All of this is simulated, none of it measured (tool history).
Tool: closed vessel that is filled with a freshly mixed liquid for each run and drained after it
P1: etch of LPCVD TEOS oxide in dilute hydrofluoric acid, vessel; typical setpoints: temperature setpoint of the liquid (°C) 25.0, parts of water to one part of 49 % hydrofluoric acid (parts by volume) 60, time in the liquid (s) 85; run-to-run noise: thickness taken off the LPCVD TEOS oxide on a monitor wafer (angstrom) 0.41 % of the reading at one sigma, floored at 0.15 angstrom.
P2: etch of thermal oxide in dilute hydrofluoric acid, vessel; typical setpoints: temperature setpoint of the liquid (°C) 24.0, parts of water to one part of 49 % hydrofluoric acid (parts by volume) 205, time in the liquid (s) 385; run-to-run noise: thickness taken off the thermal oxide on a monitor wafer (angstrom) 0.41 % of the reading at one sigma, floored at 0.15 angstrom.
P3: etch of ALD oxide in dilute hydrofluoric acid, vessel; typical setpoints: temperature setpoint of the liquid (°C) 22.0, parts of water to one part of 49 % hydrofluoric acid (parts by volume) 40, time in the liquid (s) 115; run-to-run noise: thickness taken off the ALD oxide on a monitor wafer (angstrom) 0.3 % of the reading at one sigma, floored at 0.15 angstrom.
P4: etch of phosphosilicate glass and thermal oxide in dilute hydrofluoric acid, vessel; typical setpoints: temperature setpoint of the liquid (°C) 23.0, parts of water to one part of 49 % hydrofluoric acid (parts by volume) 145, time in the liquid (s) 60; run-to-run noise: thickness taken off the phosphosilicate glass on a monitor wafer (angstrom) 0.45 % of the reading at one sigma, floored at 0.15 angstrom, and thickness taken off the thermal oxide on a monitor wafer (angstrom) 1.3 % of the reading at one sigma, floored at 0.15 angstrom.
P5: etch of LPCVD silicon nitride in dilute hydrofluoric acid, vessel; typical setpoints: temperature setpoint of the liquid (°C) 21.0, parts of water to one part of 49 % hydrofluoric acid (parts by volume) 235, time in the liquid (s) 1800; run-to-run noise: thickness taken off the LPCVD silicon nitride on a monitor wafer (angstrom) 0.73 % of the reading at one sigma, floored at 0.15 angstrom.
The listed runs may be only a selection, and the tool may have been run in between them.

run,hour,process that ran,temperature setpoint of the liquid (°C),parts of water to one part of 49 % hydrofluoric acid (parts by volume),time in the liquid (s),hours since the thermometer was replaced,hours since the hydrofluoric acid flow meter was replaced,thickness taken off the LPCVD TEOS oxide on a monitor wafer (angstrom),thickness taken off the phosphosilicate glass on a monitor wafer (angstrom),thickness taken off the thermal oxide on a monitor wafer (angstrom),thickness taken off the ALD oxide on a monitor wafer (angstrom),thickness taken off the LPCVD silicon nitride on a monitor wafer (angstrom)
1,8.4,P1,25.0,60,85,1147.1,712.7,542.30,,,,
2,19.8,P4,23.0,260,60,1158.5,724.1,,165.95,8.5968,,
3,29.8,P3,22.0,40,220,1168.5,734.1,,,,893.04,
4,42.1,P1,25.0,60,85,1180.8,746.4,547.70,,,,
5,52.4,P1,20.0,60,85,1191.1,756.7,442.62,,,,
6,66.9,P2,24.0,205,385,1205.6,771.2,,,75.1930,,
7,82.6,P1,25.0,60,85,1221.3,786.9,541.99,,,,
8,93.8,P2,18.0,205,385,1232.5,798.1,,,60.5000,,
9,108.3,P5,29.0,235,1800,1247.0,812.6,,,,,47.125
10,120.2,P5,21.0,235,1800,1258.9,824.5,,,,,28.431
11,132.4,P2,24.0,50,385,1271.1,836.7,,,369.5900,,
12,142.7,P4,17.0,145,60,1281.4,847.0,,264.44,14.1430,,
13,156.3,P3,30.0,40,115,1295.0,860.6,,,,645.85,
14,172.0,P1,18.5,105,85,1310.7,876.3,226.61,,,,
15,183.2,P1,25.0,60,85,1321.9,887.5,542.14,,,,
16,192.7,P5,21.0,135,1800,1331.4,897.0,,,,,49.444
17,204.5,P1,30.5,60,85,1343.2,908.8,676.13,,,,
18,217.0,P4,23.0,145,115,1355.7,921.3,,648.25,33.1970,,
19,233.4,P3,22.0,40,115,1372.1,937.7,,,,466.86,
20,250.0,P1,25.0,20,85,1388.7,954.3,1718.70,,,,
21,262.5,P5,21.0,235,1800,1401.2,966.8,,,,,28.646
22,275.5,P5,21.0,235,3575,1414.2,979.8,,,,,56.961
23,289.7,P2,24.0,205,385,1428.4,994.0,,,75.3660,,
24,305.9,P1,25.0,95,85,1444.6,1010.2,329.39,,,,

Run 25 comes next. What will it give?
25,321.0,P4,23.0,145,60,1459.7,1025.3,,?,?,,

Run 25 measured thickness taken off the phosphosilicate glass on a monitor wafer (angstrom) 335.91, thickness taken off the thermal oxide on a monitor wafer (angstrom) 17.5540.

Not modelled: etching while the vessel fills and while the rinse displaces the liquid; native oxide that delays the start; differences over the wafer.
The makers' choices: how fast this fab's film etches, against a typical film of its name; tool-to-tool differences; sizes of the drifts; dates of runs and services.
